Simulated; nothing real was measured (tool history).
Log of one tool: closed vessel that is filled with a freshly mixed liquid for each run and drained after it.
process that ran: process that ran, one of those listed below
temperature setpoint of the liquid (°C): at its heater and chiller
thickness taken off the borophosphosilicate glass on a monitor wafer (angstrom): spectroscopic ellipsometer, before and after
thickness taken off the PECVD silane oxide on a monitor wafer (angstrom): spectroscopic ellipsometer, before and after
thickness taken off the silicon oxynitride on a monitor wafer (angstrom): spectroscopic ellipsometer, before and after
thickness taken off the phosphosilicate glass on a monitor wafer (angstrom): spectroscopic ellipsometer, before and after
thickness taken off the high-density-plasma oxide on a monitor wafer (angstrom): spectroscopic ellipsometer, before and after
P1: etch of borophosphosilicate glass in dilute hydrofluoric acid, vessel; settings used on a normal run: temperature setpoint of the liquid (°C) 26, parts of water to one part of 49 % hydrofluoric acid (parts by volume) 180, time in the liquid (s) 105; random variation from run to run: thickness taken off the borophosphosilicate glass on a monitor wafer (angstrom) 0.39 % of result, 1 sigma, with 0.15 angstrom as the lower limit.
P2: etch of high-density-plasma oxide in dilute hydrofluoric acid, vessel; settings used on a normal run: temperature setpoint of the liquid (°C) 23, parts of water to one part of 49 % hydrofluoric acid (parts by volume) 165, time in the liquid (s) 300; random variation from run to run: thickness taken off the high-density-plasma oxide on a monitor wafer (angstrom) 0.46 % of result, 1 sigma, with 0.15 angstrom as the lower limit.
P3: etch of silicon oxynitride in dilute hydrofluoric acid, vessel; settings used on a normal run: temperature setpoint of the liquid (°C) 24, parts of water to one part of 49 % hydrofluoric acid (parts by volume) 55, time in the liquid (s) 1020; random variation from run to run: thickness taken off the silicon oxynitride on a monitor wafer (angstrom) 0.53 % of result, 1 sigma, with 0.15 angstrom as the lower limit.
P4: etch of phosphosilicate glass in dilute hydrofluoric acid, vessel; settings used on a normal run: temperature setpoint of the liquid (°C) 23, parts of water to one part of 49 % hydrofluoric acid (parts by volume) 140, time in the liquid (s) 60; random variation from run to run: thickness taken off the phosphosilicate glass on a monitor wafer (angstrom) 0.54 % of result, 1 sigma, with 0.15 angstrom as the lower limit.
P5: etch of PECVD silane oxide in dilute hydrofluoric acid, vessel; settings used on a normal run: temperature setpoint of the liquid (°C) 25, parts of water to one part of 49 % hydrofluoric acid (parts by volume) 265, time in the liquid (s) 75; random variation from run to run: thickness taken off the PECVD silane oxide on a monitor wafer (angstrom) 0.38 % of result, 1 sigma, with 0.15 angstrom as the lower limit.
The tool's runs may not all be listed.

| run | hour | process that ran | temperature setpoint of the liquid (°C) | parts of water to one part of 49 % hydrofluoric acid (parts by volume) | time in the liquid (s) | thickness taken off the borophosphosilicate glass on a monitor wafer (angstrom) | thickness taken off the PECVD silane oxide on a monitor wafer (angstrom) | thickness taken off the silicon oxynitride on a monitor wafer (angstrom) | thickness taken off the phosphosilicate glass on a monitor wafer (angstrom) | thickness taken off the high-density-plasma oxide on a monitor wafer (angstrom) |
|---|---|---|---|---|---|---|---|---|---|---|
| 1 | 5.9 | P1 | 26 | 180 | 105 | 277.83 |  |  |  |  |
| 2 | 16 | P5 | 25 | 265 | 150 |  | 134.69 |  |  |  |
| 3 | 28.3 | P1 | 21 | 180 | 105 | 229.21 |  |  |  |  |
| 4 | 36 | P3 | 24 | 55 | 1580 |  |  | 533.72 |  |  |
| 5 | 43.2 | P1 | 26 | 65 | 35 | 294.65 |  |  |  |  |
| 6 | 53 | P5 | 25 | 265 | 75 |  | 67.016 |  |  |  |
| 7 | 65.2 | P3 | 24 | 55 | 1020 |  |  | 344.23 |  |  |
| 8 | 75.8 | P1 | 26 | 260 | 65 | 108.09 |  |  |  |  |
| 9 | 82.7 | P3 | 32 | 55 | 1020 |  |  | 502.41 |  |  |
| 10 | 94.5 | P4 | 23 | 50 | 60 |  |  |  | 1786.8 |  |
| 11 | 100.8 | P2 | 23 | 245 | 300 |  |  |  |  | 91.808 |
| 12 | 110.7 | P2 | 23 | 165 | 520 |  |  |  |  | 260.45 |
| 13 | 119.5 | P4 | 23 | 140 | 60 |  |  |  | 572.47 |  |
| 14 | 130.4 | P1 | 26 | 180 | 105 | 276.78 |  |  |  |  |
| 15 | 140.1 | P1 | 26 | 300 | 105 | 146.14 |  |  |  |  |
| 16 | 148.6 | P5 | 18.5 | 265 | 75 |  | 53.059 |  |  |  |
| 17 | 157 | P1 | 26 | 180 | 45 | 118.71 |  |  |  |  |
| 18 | 170.3 | P1 | 26 | 180 | 105 | 275.88 |  |  |  |  |
| 19 | 178.1 | P2 | 23 | 165 | 300 |  |  |  |  | 149.73 |
| 20 | 185.7 | P1 | 33.5 | 180 | 105 | 359.59 |  |  |  |  |
| 21 | 193 | P2 | 30 | 165 | 300 |  |  |  |  | 194.99 |
| 22 | 203.1 | P3 | 24 | 20 | 1020 |  |  | 963.79 |  |  |
| 23 | 212.8 | P5 | 25 | 415 | 75 |  | 37.008 |  |  |  |
| 24 | 226 | P4 | 23 | 140 | 30 |  |  |  | 288.7 |  |
| 25 | 238.9 | P4 | 18.5 | 140 | 60 |  |  |  | 477.76 |  |
| 26 | 246.3 | P1 | 26 | 180 | 105 | 274.23 |  |  |  |  |
| 27 | 254.6 | P5 | 25 | 265 | 75 |  | 67.069 |  |  |  |
| 28 | 264.1 | P4 | 23 | 140 | 60 |  |  |  | 574.3 |  |
| 29 | 272.4 | P1 | 26 | 60 | 40 | 367.47 |  |  |  |  |
| 30 | 279.7 | P1 | 26 | 180 | 185 | 487.99 |  |  |  |  |
| 31 | 287 | P1 | 26 | 180 | 105 | 275.27 |  |  |  |  |
| 32 | 295.9 | P1 | 26 | 70 | 105 | 808.8 |  |  |  |  |
| 33 | 301.9 | P1 | 26 | 180 | 105 | 275.91 |  |  |  |  |
| 34 | 309.8 | P1 | 26 | 180 | 105 | 276.04 |  |  |  |  |
| 35 | 323.1 | P1 | 26 | 180 | 105 | 262.31 |  |  |  |  |
| 36 | 330.4 | P1 | 26 | 180 | 105 | 258.16 |  |  |  |  |
| 37 | 342.1 | P1 | 26 | 180 | 105 | 254.87 |  |  |  |  |
| 38 | 354.4 | P1 | 26 | 180 | 105 | 254.56 |  |  |  |  |
| 39 | 366.6 | P1 | 26 | 180 | 105 | 251.94 |  |  |  |  |
| 40 | 373.3 | P1 | 26 | 180 | 105 | 252.42 |  |  |  |  |

Something has made what P1 gives creep away from where it was; the 2 causes below, each at its own stated size, fit the log equally well:
A: hydrofluoric acid flow below the setpoint (%) = 7.1
B: liquid colder than its thermometer reads (K) = 2.41
Onset of the creep was near hour 309.8.

4 check runs are offered, one wafer each, their results left as question marks. Which one tells the causes apart?
| check 1 | 380 | P4 | 23 | 140 | 60 |  |  |  | ? |  |
| check 2 | 380 | P3 | 24 | 55 | 1020 |  |  | ? |  |  |
| check 3 | 380 | P5 | 25 | 265 | 75 |  | ? |  |  |  |
| check 4 | 380 | P2 | 23 | 165 | 300 |  |  |  |  | ? |

Check results expected under each cause:
| check | result | if A | if B |
|---|---|---|---|
| check 1 | thickness taken off the phosphosilicate glass on a monitor wafer (angstrom) | 528.01 | 523.2 |
| check 2 | thickness taken off the silicon oxynitride on a monitor wafer (angstrom) | 317.13 | 304.32 |
| check 3 | thickness taken off the PECVD silane oxide on a monitor wafer (angstrom) | 61.041 | 61.564 |
| check 4 | thickness taken off the high-density-plasma oxide on a monitor wafer (angstrom) | 137.23 | 136.41 |
How far apart the two closest causes lie, in the result that separates them most: check 1 0.91 %; check 2 4.12 %; check 3 0.85 %; check 4 0.59 %
Check 2 is the one run that separates the causes; every other check would come out nearly the same whichever cause is at work.

Running check 2 produced the following: thickness taken off the silicon oxynitride on a monitor wafer (angstrom) 303.86. Which one of the listed causes fits?

The correct cause is B, namely: liquid colder than its thermometer reads (K).
